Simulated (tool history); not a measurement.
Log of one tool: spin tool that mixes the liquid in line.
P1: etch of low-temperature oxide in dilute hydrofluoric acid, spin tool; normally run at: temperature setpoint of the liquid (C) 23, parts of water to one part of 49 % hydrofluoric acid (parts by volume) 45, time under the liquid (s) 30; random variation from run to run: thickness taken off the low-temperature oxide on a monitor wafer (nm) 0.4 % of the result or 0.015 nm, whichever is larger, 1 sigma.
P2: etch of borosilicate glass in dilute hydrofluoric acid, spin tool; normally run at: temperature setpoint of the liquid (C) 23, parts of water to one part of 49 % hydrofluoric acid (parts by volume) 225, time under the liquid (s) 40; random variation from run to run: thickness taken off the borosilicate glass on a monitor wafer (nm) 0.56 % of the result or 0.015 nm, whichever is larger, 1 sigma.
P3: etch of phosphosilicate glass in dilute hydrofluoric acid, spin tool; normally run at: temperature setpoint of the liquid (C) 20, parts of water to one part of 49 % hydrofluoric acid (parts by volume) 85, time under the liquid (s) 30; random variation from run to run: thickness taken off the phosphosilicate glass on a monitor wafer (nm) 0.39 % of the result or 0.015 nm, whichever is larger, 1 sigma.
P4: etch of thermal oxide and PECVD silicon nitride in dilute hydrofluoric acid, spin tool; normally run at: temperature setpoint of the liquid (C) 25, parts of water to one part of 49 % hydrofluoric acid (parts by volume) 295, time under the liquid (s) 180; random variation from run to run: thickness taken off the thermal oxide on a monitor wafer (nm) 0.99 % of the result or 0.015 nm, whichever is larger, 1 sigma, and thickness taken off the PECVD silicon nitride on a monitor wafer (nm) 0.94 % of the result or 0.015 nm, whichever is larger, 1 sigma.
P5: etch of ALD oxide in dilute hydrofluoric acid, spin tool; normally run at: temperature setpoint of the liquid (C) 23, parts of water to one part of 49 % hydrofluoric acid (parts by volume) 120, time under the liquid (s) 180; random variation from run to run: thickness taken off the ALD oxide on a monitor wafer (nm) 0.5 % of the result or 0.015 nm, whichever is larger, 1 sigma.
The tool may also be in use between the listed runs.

run   hour  process that ran  temperature setpoint of the liquid (C)  parts of water to one part of 49 % hydrofluoric acid (parts by volume)  time under the liquid (s)  hours since the thermometer was replaced  hours since the hydrofluoric acid flow meter was replaced  thickness taken off the low-temperature oxide on a monitor wafer (nm)  thickness taken off the phosphosilicate glass on a monitor wafer (nm)  thickness taken off the ALD oxide on a monitor wafer (nm)  thickness taken off the borosilicate glass on a monitor wafer (nm)  thickness taken off the thermal oxide on a monitor wafer (nm)  thickness taken off the PECVD silicon nitride on a monitor wafer (nm)
  1    9.5                P1                                      23                                                                      45                         30                                    1617.5                                                      324.4                                                                 13.713
  2     20                P3                                      20                                                                      85                         15                                      1628                                                      334.9                                                                                                                                        13.991
  3   29.9                P5                                      23                                                                     120                         80                                    1637.9                                                      344.8                                                                                                                                                                                                   7.4645
  4   36.2                P2                                      23                                                                     225                         40                                    1644.2                                                      351.1                                                                                                                                                                                                                                                                       5.7217
  5   45.7                P3                                      20                                                                     145                         30                                    1653.7                                                      360.6                                                                                                                                        15.346
  6     55                P3                                      20                                                                      85                         30                                      1663                                                      369.9                                                                                                                                        28.017
  7   63.4                P1                                    27.5                                                                      70                         30                                    1671.4                                                      378.3                                                                 10.281
  8   73.2                P1                                      23                                                                      45                         50                                    1681.2                                                      388.1                                                                 22.857
  9   79.3                P1                                      23                                                                      45                         30                                    1687.3                                                      394.2                                                                   13.7
 10   90.5                P4                                      25                                                                      55                        180                                    1698.5                                                      405.4                                                                                                                                                                                                                                                                                                                                      16.601                                                                 13.583
 11  101.9                P1                                      17                                                                      45                         30                                    1709.9                                                      416.8                                                                 10.678
 12  107.5                P3                                      20                                                                      85                         30                                    1715.5                                                      422.4                                                                                                                                        28.008
 13  118.5                P1                                      23                                                                      20                         30                                    1726.5                                                      433.4                                                                 31.955
 14  128.7                P4                                    30.5                                                                     295                        180                                    1736.7                                                      443.6                                                                                                                                                                                                                                                                                                                                       2.852                                                                 3.4621
 15  134.5                P2                                      23                                                                     225                         40                                    1742.5                                                      449.4                                                                                                                                                                                                                                                                       5.7681
 16  140.5                P5                                      23                                                                     120                        180                                    1748.5                                                      455.4                                                                                                                                                                                                   16.761
 17  148.1                P1                                      23                                                                      45                         30                                    1756.1                                                        463                                                                 13.691
 18  158.7                P2                                      17                                                                     225                         40                                    1766.7                                                      473.6                                                                                                                                                                                                                                                                       4.5749
 19  170.1                P2                                      23                                                                     225                         15                                    1778.1                                                        485                                                                                                                                                                                                                                                                       2.1643
 20  180.5                P4                                      25                                                                     295                         60                                    1788.5                                                      495.4                                                                                                                                                                                                                                                                                                                                     0.76217                                                                0.82442
     181.5  -- hydrofluoric acid flow meter replaced
 21  190.3                P5                                      23                                                                      30                        180                                    1798.3                                                        8.9                                                                                                                                                                                                   74.281
 22  196.4                P1                                      23                                                                      45                         30                                    1804.4                                                         15                                                                 13.747
 23  202.5                P1                                      23                                                                      45                         30                                    1810.5                                                       21.1                                                                 13.783
 24  214.4                P5                                      31                                                                     120                        180                                    1822.4                                                         33                                                                                                                                                                                                   22.708
 25  225.3                P2                                      23                                                                     355                         40                                    1833.3                                                       43.9                                                                                                                                                                                                                                                                       3.2084
 26  236.4                P1                                      23                                                                      70                         30                                    1844.4                                                         55                                                                 8.5779
 27  248.1                P4                                      25                                                                     295                        180                                    1856.1                                                       66.7                                                                                                                                                                                                                                                                                                                                      2.3756                                                                 2.5701
 28  259.4                P1                                    29.5                                                                      45                         30                                    1867.4                                                         78                                                                 17.987
 29  270.5                P5                                      23                                                                     120                        180                                    1878.5                                                       89.1                                                                                                                                                                                                   16.703
 30  276.7                P3                                      17                                                                      85                         30                                    1884.7                                                       95.3                                                                                                                                         24.78
 31  282.7                P1                                      23                                                                      45                         15                                    1890.7                                                      101.3                                                                 6.9149
 32  289.4                P1                                      23                                                                      45                         30                                    1897.4                                                        108                                                                 13.701
 33  301.2                P1                                      23                                                                      45                         30                                    1909.2                                                      119.8                                                                 14.211
 34  311.1                P1                                      23                                                                      45                         30                                    1919.1                                                      129.7                                                                 14.393
 35  323.3                P1                                      23                                                                      45                         30                                    1931.3                                                      141.9                                                                 14.569
 36  332.8                P1                                      23                                                                      45                         30                                    1940.8                                                      151.4                                                                 14.663
 37  342.5                P1                                      23                                                                      45                         30                                    1950.5                                                      161.1                                                                 14.738
 38  351.6                P1                                      23                                                                      45                         30                                    1959.6                                                      170.2                                                                  14.79
 39  362.2                P1                                      23                                                                      45                         30                                    1970.2                                                      180.8                                                                 14.712
 40  373.4                P1                                      23                                                                      45                         30                                    1981.4                                                        192                                                                 14.801
 41  382.5                P1                                      23                                                                      45                         30                                    1990.5                                                      201.1                                                                 14.775

What P1 gives has crept away from where it was. These 2 causes fit the log equally well, each at the size given:
A: hydrofluoric acid flow above the setpoint (%) = 7.18
B: liquid hotter than its thermometer reads (K) = 1.78
The creep began at about hour 289.4.

4 check runs are offered, each on 2 wafers whose results are averaged, their results left as question marks. Which one tells the causes apart?
check 1  391.6                P2                                      17                                                                     225                         15                                                                                                                                                                                                                                                                                                                                                                                 ?
check 2  391.6                P5                                      23                                                                      45                        105                                                                                                                                                                                                                                                                                                             ?
check 3  391.6                P3                                      17                                                                      85                         15                                                                                                                                                                                                                                                  ?
check 4  391.6                P4                                      25                                                                      65                        120                                                                                                                                                                                                                                                                                                                                                                                                                                                ?                                                                      ?

What each check would give under each cause:
  check                                                                 result    if A    if B
check 1     thickness taken off the borosilicate glass on a monitor wafer (nm)  1.8656  1.8406
check 2              thickness taken off the ALD oxide on a monitor wafer (nm)  30.607  30.621
check 3  thickness taken off the phosphosilicate glass on a monitor wafer (nm)   13.33  13.328
check 4          thickness taken off the thermal oxide on a monitor wafer (nm)  9.8837  9.8463
check 4  thickness taken off the PECVD silicon nitride on a monitor wafer (nm)  8.1347  8.5457
How far apart the two closest causes lie, in the result that separates them most: check 1 1.35 %; check 2 0.05 %; check 3 0.02 %; check 4 4.93 %
Check 4 tells the causes apart: in the others they would give nearly the same result.

Check 4 was then run and gave: thickness taken off the thermal oxide on a monitor wafer (nm) 9.8367; thickness taken off the PECVD silicon nitride on a monitor wafer (nm) 8.5806. Which cause is it?

It is B: liquid hotter than its thermometer reads (K).
